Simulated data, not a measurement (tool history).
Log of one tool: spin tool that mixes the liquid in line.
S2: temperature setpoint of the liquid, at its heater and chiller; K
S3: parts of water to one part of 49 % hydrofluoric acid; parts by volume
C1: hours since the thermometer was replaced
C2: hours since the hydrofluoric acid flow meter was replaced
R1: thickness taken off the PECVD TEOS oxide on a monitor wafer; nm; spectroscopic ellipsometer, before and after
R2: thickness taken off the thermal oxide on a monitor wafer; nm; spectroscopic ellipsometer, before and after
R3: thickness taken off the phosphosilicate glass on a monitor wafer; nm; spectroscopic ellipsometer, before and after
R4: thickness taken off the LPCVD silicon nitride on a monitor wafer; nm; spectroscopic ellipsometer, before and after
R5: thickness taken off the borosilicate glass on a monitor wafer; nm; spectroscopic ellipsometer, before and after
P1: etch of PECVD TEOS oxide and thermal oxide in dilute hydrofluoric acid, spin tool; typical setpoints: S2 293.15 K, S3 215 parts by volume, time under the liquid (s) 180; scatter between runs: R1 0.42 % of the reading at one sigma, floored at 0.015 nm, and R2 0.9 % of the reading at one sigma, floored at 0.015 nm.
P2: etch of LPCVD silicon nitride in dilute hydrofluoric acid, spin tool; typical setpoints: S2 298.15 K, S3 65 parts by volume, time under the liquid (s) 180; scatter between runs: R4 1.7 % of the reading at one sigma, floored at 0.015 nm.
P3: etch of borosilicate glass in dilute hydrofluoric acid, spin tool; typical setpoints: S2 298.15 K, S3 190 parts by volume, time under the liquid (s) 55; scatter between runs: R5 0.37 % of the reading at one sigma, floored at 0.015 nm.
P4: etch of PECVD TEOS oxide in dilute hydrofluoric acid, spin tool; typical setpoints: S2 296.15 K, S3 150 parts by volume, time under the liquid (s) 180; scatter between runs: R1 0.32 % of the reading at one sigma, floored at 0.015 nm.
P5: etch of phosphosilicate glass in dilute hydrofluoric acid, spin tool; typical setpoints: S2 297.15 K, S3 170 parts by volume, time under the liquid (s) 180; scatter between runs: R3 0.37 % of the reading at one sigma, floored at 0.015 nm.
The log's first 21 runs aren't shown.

Run 22, hour 284.6: process that ran P1, S2 293.15 K, S3 345 parts by volume, time under the liquid (s) 180; C1 986.7; C2 1383.7. Result: R1 3.798 nm, R2 1.6265 nm.
Run 23, hour 298.2: process that ran P1, S2 293.15 K, S3 215 parts by volume, time under the liquid (s) 15; C1 1000.3; C2 1397.3. Result: R1 0.57248 nm, R2 0.27067 nm.
Run 24, hour 307.9: process that ran P1, S2 293.15 K, S3 215 parts by volume, time under the liquid (s) 180; C1 1010; C2 1407. Result: R1 6.9203 nm, R2 2.9771 nm.
Run 25, hour 317.9: process that ran P1, S2 297.65 K, S3 320 parts by volume, time under the liquid (s) 180; C1 1020; C2 1417. Result: R1 4.9629 nm, R2 2.1434 nm.
Run 26, hour 332.5: process that ran P4, S2 296.15 K, S3 150 parts by volume, time under the liquid (s) 180; C1 1034.6; C2 1431.6. Result: R1 22.504 nm.
Run 27, hour 340.9: process that ran P3, S2 298.15 K, S3 190 parts by volume, time under the liquid (s) 55; C1 1043; C2 1440. Result: R5 10.49 nm.
Run 28, hour 352: process that ran P3, S2 302.65 K, S3 190 parts by volume, time under the liquid (s) 55; C1 1054.1; C2 1451.1. Result: R5 12.236 nm.
Run 29, hour 367.3: process that ran P2, S2 298.15 K, S3 40 parts by volume, time under the liquid (s) 180; C1 1069.4; C2 1466.4. Result: R4 2.1004 nm.
Run 30, hour 382: process that ran P4, S2 296.15 K, S3 80 parts by volume, time under the liquid (s) 180; C1 1084.1; C2 1481.1. Result: R1 45.937 nm.
Run 31, hour 393.2: process that ran P1, S2 300.65 K, S3 215 parts by volume, time under the liquid (s) 180; C1 1095.3; C2 1492.3. Result: R1 9.0975 nm, R2 3.8646 nm.
Run 32, hour 409.8: process that ran P3, S2 298.15 K, S3 190 parts by volume, time under the liquid (s) 55; C1 1111.9; C2 1508.9. Result: R5 10.465 nm.
Run 33, hour 422.1: process that ran P1, S2 299.65 K, S3 350 parts by volume, time under the liquid (s) 180; C1 1124.2; C2 1521.2. Result: R1 4.7156 nm, R2 1.9908 nm.
Run 34, hour 434.7: process that ran P4, S2 301.15 K, S3 150 parts by volume, time under the liquid (s) 180; C1 1136.8; C2 1533.8. Result: R1 27.315 nm.
Run 35, hour 445.5: process that ran P1, S2 293.15 K, S3 215 parts by volume, time under the liquid (s) 180; C1 1147.6; C2 1544.6. Result: R1 6.8959 nm, R2 2.9601 nm.
Run 36, hour 455: process that ran P1, S2 293.15 K, S3 215 parts by volume, time under the liquid (s) 180; C1 1157.1; C2 1554.1. Result: R1 7.221 nm, R2 3.1181 nm.
Run 37, hour 463.1: process that ran P1, S2 293.15 K, S3 215 parts by volume, time under the liquid (s) 180; C1 1165.2; C2 1562.2. Result: R1 7.4168 nm, R2 3.1941 nm.
Run 38, hour 474.4: process that ran P1, S2 293.15 K, S3 215 parts by volume, time under the liquid (s) 180; C1 1176.5; C2 1573.5. Result: R1 7.4352 nm, R2 3.2013 nm.

For run 39, what comes out?
Run 39, hour 483.7: process that ran P1, S2 293.15 K, S3 215 parts by volume, time under the liquid (s) 180; C1 1185.8; C2 1582.8. Result: R1 ?, R2 ?.

{"run 39": {"R1": 7.5448, "R2": 3.2594}}
